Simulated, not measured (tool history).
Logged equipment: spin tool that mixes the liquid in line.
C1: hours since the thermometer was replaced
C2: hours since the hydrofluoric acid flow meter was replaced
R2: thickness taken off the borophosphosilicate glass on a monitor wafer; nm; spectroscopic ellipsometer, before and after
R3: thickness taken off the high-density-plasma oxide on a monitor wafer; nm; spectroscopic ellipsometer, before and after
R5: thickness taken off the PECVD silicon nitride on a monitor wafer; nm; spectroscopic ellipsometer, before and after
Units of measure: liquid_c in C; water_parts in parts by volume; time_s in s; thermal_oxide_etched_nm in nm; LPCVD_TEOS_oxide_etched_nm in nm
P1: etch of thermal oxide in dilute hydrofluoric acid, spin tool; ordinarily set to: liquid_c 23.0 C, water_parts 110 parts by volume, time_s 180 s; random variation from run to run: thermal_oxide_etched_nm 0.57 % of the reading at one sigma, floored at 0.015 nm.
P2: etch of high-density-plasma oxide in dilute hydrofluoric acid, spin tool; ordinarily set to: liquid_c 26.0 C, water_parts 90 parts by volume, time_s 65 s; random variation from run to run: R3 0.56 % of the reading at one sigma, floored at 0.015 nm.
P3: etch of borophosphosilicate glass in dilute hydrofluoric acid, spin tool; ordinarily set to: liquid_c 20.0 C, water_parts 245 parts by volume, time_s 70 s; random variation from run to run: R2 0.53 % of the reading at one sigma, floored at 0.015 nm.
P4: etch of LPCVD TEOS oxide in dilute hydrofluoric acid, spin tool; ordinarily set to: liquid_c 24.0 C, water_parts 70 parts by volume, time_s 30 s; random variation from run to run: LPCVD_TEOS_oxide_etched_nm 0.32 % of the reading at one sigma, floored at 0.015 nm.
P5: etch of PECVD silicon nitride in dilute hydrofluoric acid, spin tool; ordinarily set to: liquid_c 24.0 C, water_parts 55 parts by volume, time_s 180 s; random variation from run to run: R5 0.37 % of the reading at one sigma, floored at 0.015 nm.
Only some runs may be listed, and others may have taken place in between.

run 1 day=0.412 | process=P1 liquid_c=23.0 water_parts=110 time_s=180 | C1=990.5 C2=463.3 | thermal_oxide_etched_nm=7.62520
run 2 day=0.921 | process=P1 liquid_c=23.0 water_parts=110 time_s=15 | C1=1002.7 C2=475.5 | thermal_oxide_etched_nm=0.64617
run 3 day=1.488 | process=P3 liquid_c=20.0 water_parts=245 time_s=20 | C1=1016.3 C2=489.1 | R2=3.2521
run 4 day=1.908 | process=P2 liquid_c=21.5 water_parts=90 time_s=65 | C1=1026.4 C2=499.2 | R3=3.8201
run 5 day=2.371 | process=P1 liquid_c=23.0 water_parts=110 time_s=180 | C1=1037.5 C2=510.3 | thermal_oxide_etched_nm=7.75400
-- day=2.888 thermometer replaced
run 6 day=3.038 | process=P1 liquid_c=28.0 water_parts=110 time_s=180 | C1=3.6 C2=526.3 | thermal_oxide_etched_nm=9.35070
run 7 day=3.475 | process=P3 liquid_c=20.0 water_parts=245 time_s=70 | C1=14.1 C2=536.8 | R2=11.3380
run 8 day=3.954 | process=P2 liquid_c=26.0 water_parts=135 time_s=65 | C1=25.6 C2=548.3 | R3=2.8639
run 9 day=4.367 | process=P1 liquid_c=23.0 water_parts=110 time_s=180 | C1=35.5 C2=558.2 | thermal_oxide_etched_nm=7.69960
run 10 day=4.888 | process=P4 liquid_c=24.0 water_parts=40 time_s=30 | C1=48.0 C2=570.7 | LPCVD_TEOS_oxide_etched_nm=36.253
run 11 day=5.492 | process=P1 liquid_c=23.0 water_parts=110 time_s=325 | C1=62.5 C2=585.2 | thermal_oxide_etched_nm=13.81900
run 12 day=6.075 | process=P1 liquid_c=23.0 water_parts=110 time_s=180 | C1=76.5 C2=599.2 | thermal_oxide_etched_nm=7.70970
run 13 day=6.438 | process=P5 liquid_c=24.0 water_parts=55 time_s=180 | C1=85.2 C2=607.9 | R5=7.3877
run 14 day=6.858 | process=P1 liquid_c=23.0 water_parts=180 time_s=180 | C1=95.3 C2=618.0 | thermal_oxide_etched_nm=4.33320
-- day=7.238 hydrofluoric acid flow meter replaced
run 15 day=7.500 | process=P1 liquid_c=23.0 water_parts=25 time_s=180 | C1=110.7 C2=6.4 | thermal_oxide_etched_nm=37.85400
run 16 day=7.971 | process=P2 liquid_c=26.0 water_parts=90 time_s=65 | C1=122.0 C2=17.7 | R3=4.5354
run 17 day=8.458 | process=P1 liquid_c=23.0 water_parts=110 time_s=180 | C1=133.7 C2=29.4 | thermal_oxide_etched_nm=7.60720
run 18 day=9.125 | process=P3 liquid_c=24.5 water_parts=245 time_s=70 | C1=149.7 C2=45.4 | R2=13.3090
run 19 day=9.588 | process=P2 liquid_c=26.0 water_parts=90 time_s=15 | C1=160.8 C2=56.5 | R3=1.0484
run 20 day=10.042 | process=P1 liquid_c=23.0 water_parts=110 time_s=180 | C1=171.7 C2=67.4 | thermal_oxide_etched_nm=7.62960
run 21 day=10.696 | process=P1 liquid_c=23.0 water_parts=110 time_s=180 | C1=187.4 C2=83.1 | thermal_oxide_etched_nm=7.63500

What does the tool deliver on the next run?
run 22 day=11.112 | process=P4 liquid_c=28.5 water_parts=70 time_s=30 | C1=197.4 C2=93.1 | LPCVD_TEOS_oxide_etched_nm=?

{"run 22": {"LPCVD_TEOS_oxide_etched_nm": 23.795}}
